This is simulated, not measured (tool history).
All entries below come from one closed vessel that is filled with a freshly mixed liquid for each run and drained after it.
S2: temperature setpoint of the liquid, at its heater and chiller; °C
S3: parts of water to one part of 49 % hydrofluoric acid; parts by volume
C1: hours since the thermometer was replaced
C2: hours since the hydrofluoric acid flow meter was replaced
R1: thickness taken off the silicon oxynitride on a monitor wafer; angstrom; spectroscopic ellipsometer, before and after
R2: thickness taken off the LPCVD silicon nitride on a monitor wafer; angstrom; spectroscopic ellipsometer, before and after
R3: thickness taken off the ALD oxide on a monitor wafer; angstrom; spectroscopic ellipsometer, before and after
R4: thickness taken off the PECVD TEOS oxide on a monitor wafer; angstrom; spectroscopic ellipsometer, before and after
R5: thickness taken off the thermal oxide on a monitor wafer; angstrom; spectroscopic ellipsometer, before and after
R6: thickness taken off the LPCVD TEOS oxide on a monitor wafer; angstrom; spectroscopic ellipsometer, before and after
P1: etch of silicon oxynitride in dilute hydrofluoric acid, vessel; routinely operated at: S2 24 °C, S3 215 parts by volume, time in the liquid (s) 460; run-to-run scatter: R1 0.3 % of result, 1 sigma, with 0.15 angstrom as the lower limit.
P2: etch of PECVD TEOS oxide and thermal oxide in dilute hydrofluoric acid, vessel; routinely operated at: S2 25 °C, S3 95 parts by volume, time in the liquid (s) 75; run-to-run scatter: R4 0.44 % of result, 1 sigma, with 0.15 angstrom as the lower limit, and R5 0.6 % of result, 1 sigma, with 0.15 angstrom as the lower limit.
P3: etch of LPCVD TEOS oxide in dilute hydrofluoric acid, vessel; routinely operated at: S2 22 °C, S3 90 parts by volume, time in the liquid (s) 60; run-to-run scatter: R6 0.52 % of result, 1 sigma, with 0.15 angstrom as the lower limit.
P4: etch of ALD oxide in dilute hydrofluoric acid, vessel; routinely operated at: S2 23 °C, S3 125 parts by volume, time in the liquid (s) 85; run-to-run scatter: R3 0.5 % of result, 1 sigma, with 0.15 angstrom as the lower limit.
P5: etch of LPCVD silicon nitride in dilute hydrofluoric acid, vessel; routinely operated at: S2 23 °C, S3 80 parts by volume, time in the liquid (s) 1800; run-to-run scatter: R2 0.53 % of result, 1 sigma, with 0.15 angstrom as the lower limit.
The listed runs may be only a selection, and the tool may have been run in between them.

{"run": 1, "hour": 9.1, "process that ran": "P1", "S2": 24, "S3": 215, "time in the liquid (s)": 460, "C1": 706.5, "C2": 1259.8, "R1": 82.498}
{"run": 2, "hour": 16.9, "process that ran": "P1", "S2": 24, "S3": 105, "time in the liquid (s)": 255, "C1": 714.3, "C2": 1267.6, "R1": 102.02}
{"run": 3, "hour": 26.9, "process that ran": "P5", "S2": 23, "S3": 80, "time in the liquid (s)": 2585, "C1": 724.3, "C2": 1277.6, "R2": 150.85}
{"run": 4, "hour": 34.2, "process that ran": "P4", "S2": 23, "S3": 125, "time in the liquid (s)": 30, "C1": 731.6, "C2": 1284.9, "R3": 21.417}
{"run": 5, "hour": 43.7, "process that ran": "P2", "S2": 29, "S3": 95, "time in the liquid (s)": 75, "C1": 741.1, "C2": 1294.4, "R4": 278.02, "R5": 46.234}
{"run": 6, "hour": 52.9, "process that ran": "P1", "S2": 24, "S3": 215, "time in the liquid (s)": 460, "C1": 750.3, "C2": 1303.6, "R1": 82.921}
{"run": 7, "hour": 62.2, "process that ran": "P3", "S2": 26.5, "S3": 90, "time in the liquid (s)": 60, "C1": 759.6, "C2": 1312.9, "R6": 412.11}
{"run": 8, "hour": 77.0, "process that ran": "P5", "S2": 23, "S3": 80, "time in the liquid (s)": 1800, "C1": 774.4, "C2": 1327.7, "R2": 104.52}
{"run": 9, "hour": 91.3, "process that ran": "P3", "S2": 22, "S3": 125, "time in the liquid (s)": 60, "C1": 788.7, "C2": 1342, "R6": 237.81}
{"run": 10, "hour": 98.9, "process that ran": "P3", "S2": 22, "S3": 90, "time in the liquid (s)": 60, "C1": 796.3, "C2": 1349.6, "R6": 339.32}
{"run": 11, "hour": 107.3, "process that ran": "P5", "S2": 23, "S3": 115, "time in the liquid (s)": 1800, "C1": 804.7, "C2": 1358, "R2": 73.206}
{"hour": 113.1, "done": "hydrofluoric acid flow meter replaced"}
{"run": 12, "hour": 118.1, "process that ran": "P1", "S2": 24, "S3": 355, "time in the liquid (s)": 460, "C1": 815.5, "C2": 5, "R1": 45.422}
{"run": 13, "hour": 131.0, "process that ran": "P4", "S2": 23, "S3": 70, "time in the liquid (s)": 85, "C1": 828.4, "C2": 17.9, "R3": 117.54}
{"run": 14, "hour": 144.4, "process that ran": "P1", "S2": 30.5, "S3": 215, "time in the liquid (s)": 460, "C1": 841.8, "C2": 31.3, "R1": 108.75}
{"run": 15, "hour": 156.5, "process that ran": "P4", "S2": 23, "S3": 125, "time in the liquid (s)": 85, "C1": 853.9, "C2": 43.4, "R3": 61.326}
{"run": 16, "hour": 166.3, "process that ran": "P1", "S2": 24, "S3": 215, "time in the liquid (s)": 460, "C1": 863.7, "C2": 53.2, "R1": 82.282}
{"run": 17, "hour": 177.7, "process that ran": "P2", "S2": 25, "S3": 95, "time in the liquid (s)": 75, "C1": 875.1, "C2": 64.6, "R4": 238.67, "R5": 39.553}
{"run": 18, "hour": 188.2, "process that ran": "P2", "S2": 25, "S3": 95, "time in the liquid (s)": 150, "C1": 885.6, "C2": 75.1, "R4": 477.58, "R5": 80.084}
{"run": 19, "hour": 200.1, "process that ran": "P3", "S2": 22, "S3": 90, "time in the liquid (s)": 105, "C1": 897.5, "C2": 87, "R6": 601.9}
{"run": 20, "hour": 207.9, "process that ran": "P2", "S2": 25, "S3": 145, "time in the liquid (s)": 75, "C1": 905.3, "C2": 94.8, "R4": 147.22, "R5": 24.483}
{"run": 21, "hour": 215.6, "process that ran": "P4", "S2": 17.5, "S3": 125, "time in the liquid (s)": 85, "C1": 913, "C2": 102.5, "R3": 49.098}
{"run": 22, "hour": 223.4, "process that ran": "P1", "S2": 24, "S3": 215, "time in the liquid (s)": 35, "C1": 920.8, "C2": 110.3, "R1": 6.3518}
{"run": 23, "hour": 236.7, "process that ran": "P1", "S2": 24, "S3": 215, "time in the liquid (s)": 870, "C1": 934.1, "C2": 123.6, "R1": 156.39}
{"run": 24, "hour": 251.8, "process that ran": "P5", "S2": 17, "S3": 80, "time in the liquid (s)": 1800, "C1": 949.2, "C2": 138.7, "R2": 69.294}
{"run": 25, "hour": 264.3, "process that ran": "P1", "S2": 24, "S3": 215, "time in the liquid (s)": 460, "C1": 961.7, "C2": 151.2, "R1": 82.816}
{"run": 26, "hour": 274.6, "process that ran": "P1", "S2": 24, "S3": 125, "time in the liquid (s)": 460, "C1": 972, "C2": 161.5, "R1": 153.15}
{"run": 27, "hour": 284.7, "process that ran": "P5", "S2": 23, "S3": 80, "time in the liquid (s)": 1800, "C1": 982.1, "C2": 171.6, "R2": 104.71}
{"run": 28, "hour": 296.9, "process that ran": "P1", "S2": 24, "S3": 215, "time in the liquid (s)": 460, "C1": 994.3, "C2": 183.8, "R1": 82.7}
{"run": 29, "hour": 310.8, "process that ran": "P1", "S2": 20, "S3": 215, "time in the liquid (s)": 460, "C1": 1008.2, "C2": 197.7, "R1": 69}
{"run": 30, "hour": 319.5, "process that ran": "P1", "S2": 24, "S3": 215, "time in the liquid (s)": 460, "C1": 1016.9, "C2": 206.4, "R1": 82.578}
{"run": 31, "hour": 334.2, "process that ran": "P1", "S2": 24, "S3": 215, "time in the liquid (s)": 460, "C1": 1031.6, "C2": 221.1, "R1": 78.722}
{"run": 32, "hour": 347.5, "process that ran": "P1", "S2": 24, "S3": 215, "time in the liquid (s)": 460, "C1": 1044.9, "C2": 234.4, "R1": 78.093}
{"run": 33, "hour": 362.7, "process that ran": "P1", "S2": 24, "S3": 215, "time in the liquid (s)": 460, "C1": 1060.1, "C2": 249.6, "R1": 77.197}
{"run": 34, "hour": 371.6, "process that ran": "P1", "S2": 24, "S3": 215, "time in the liquid (s)": 460, "C1": 1069, "C2": 258.5, "R1": 77.045}
{"run": 35, "hour": 378.2, "process that ran": "P1", "S2": 24, "S3": 215, "time in the liquid (s)": 460, "C1": 1075.6, "C2": 265.1, "R1": 77.136}
{"run": 36, "hour": 386.9, "process that ran": "P1", "S2": 24, "S3": 215, "time in the liquid (s)": 460, "C1": 1084.3, "C2": 273.8, "R1": 76.914}

The output of P1 has drifted from where it used to be. Each of the 2 causes below, taken at the size shown beside it, accounts for the log equally well:
A: hydrofluoric acid flow below the setpoint (%) = 6.01
B: liquid colder than its thermometer reads (K) = 1.62
The gradual shift began around hour 319.5.

Question marks stand in for the results of the 4 check runs listed below, each run on one wafer. Under which run would the listed causes show clearly different results?
{"run": "check 1", "hour": 395.6, "process that ran": "P5", "S2": 23, "S3": 80, "time in the liquid (s)": 1800, "R2": "?"}
{"run": "check 2", "hour": 395.6, "process that ran": "P3", "S2": 22, "S3": 90, "time in the liquid (s)": 60, "R6": "?"}
{"run": "check 3", "hour": 395.6, "process that ran": "P4", "S2": 23, "S3": 125, "time in the liquid (s)": 85, "R3": "?"}
{"run": "check 4", "hour": 395.6, "process that ran": "P2", "S2": 25, "S3": 95, "time in the liquid (s)": 75, "R4": "?", "R5": "?"}

How each check would come out, cause by cause:
check=check_1 result=R2 if_A=98.563 if_B=93.917
check=check_2 result=R6 if_A=319.84 if_B=320.63
check=check_3 result=R3 if_A=57.246 if_B=57.649
check=check_4 result=R4 if_A=222.17 if_B=223.34
check=check_4 result=R5 if_A=37.081 if_B=37.278
Gap, in per cent, between the two causes that each check separates least, read from the result that separates them most: check 1 4.83 %; check 2 0.25 %; check 3 0.7 %; check 4 0.53 %
Of the check runs offered, only check 1 discriminates between the causes; the rest would read about the same regardless of which cause applies.

Running check 1 produced the following: R2 99.666 angstrom. Which one of the listed causes fits?

A is the cause: hydrofluoric acid flow below the setpoint (%).
